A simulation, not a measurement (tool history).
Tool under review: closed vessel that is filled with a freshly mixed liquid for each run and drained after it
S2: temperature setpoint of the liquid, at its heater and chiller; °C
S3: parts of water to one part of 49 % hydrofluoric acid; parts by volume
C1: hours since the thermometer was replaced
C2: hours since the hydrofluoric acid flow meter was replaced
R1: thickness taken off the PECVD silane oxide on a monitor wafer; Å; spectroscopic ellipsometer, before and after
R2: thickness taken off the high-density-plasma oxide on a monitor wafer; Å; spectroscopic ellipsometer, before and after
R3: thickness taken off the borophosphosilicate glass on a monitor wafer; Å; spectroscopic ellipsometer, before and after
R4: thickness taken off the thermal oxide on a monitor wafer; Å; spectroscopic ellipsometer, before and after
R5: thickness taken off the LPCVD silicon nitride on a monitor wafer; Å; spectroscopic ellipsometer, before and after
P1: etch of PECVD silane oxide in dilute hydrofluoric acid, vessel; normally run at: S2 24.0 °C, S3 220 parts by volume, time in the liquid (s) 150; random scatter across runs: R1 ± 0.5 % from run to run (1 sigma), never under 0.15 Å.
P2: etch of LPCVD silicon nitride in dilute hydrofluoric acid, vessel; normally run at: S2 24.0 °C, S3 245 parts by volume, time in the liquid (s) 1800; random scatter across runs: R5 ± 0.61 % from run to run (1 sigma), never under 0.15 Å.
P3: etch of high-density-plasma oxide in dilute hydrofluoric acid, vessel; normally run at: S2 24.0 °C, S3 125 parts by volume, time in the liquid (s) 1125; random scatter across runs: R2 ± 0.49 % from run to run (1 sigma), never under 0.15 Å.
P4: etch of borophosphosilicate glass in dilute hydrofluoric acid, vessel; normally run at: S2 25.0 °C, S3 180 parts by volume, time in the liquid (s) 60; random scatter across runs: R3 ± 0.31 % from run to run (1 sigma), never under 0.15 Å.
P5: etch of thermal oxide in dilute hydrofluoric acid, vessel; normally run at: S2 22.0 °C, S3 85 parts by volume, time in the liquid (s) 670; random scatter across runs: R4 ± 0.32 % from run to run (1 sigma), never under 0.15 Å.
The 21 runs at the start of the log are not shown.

{"run": 22, "day": 9.408, "process that ran": "P2", "S2": 24.0, "S3": 95, "time in the liquid (s)": 1800, "C1": 2018.0, "C2": 547.5, "R5": 96.673}
{"run": 23, "day": 9.854, "process that ran": "P4", "S2": 25.0, "S3": 180, "time in the liquid (s)": 60, "C1": 2028.7, "C2": 558.2, "R3": 135.22}
{"run": 24, "day": 10.192, "process that ran": "P1", "S2": 24.0, "S3": 220, "time in the liquid (s)": 150, "C1": 2036.8, "C2": 566.3, "R1": 160.71}
{"run": 25, "day": 10.608, "process that ran": "P2", "S2": 24.0, "S3": 245, "time in the liquid (s)": 1800, "C1": 2046.8, "C2": 576.3, "R5": 37.693}
{"run": 26, "day": 11.138, "process that ran": "P2", "S2": 24.0, "S3": 245, "time in the liquid (s)": 1800, "C1": 2059.5, "C2": 589.0, "R5": 37.464}
{"run": 27, "day": 11.567, "process that ran": "P1", "S2": 24.0, "S3": 125, "time in the liquid (s)": 150, "C1": 2069.8, "C2": 599.3, "R1": 312.3}
{"run": 28, "day": 12.083, "process that ran": "P3", "S2": 24.0, "S3": 80, "time in the liquid (s)": 1125, "C1": 2082.2, "C2": 611.7, "R2": 728.15}
{"run": 29, "day": 12.654, "process that ran": "P3", "S2": 32.5, "S3": 125, "time in the liquid (s)": 1125, "C1": 2095.9, "C2": 625.4, "R2": 601.44}

The next listed run, before its measurement:
{"run": 30, "day": 13.083, "process that ran": "P1", "S2": 24.0, "S3": 220, "time in the liquid (s)": 55, "C1": 2106.2, "C2": 635.7, "R1": "?"}

{"run 30": {"R1": 58.843}}
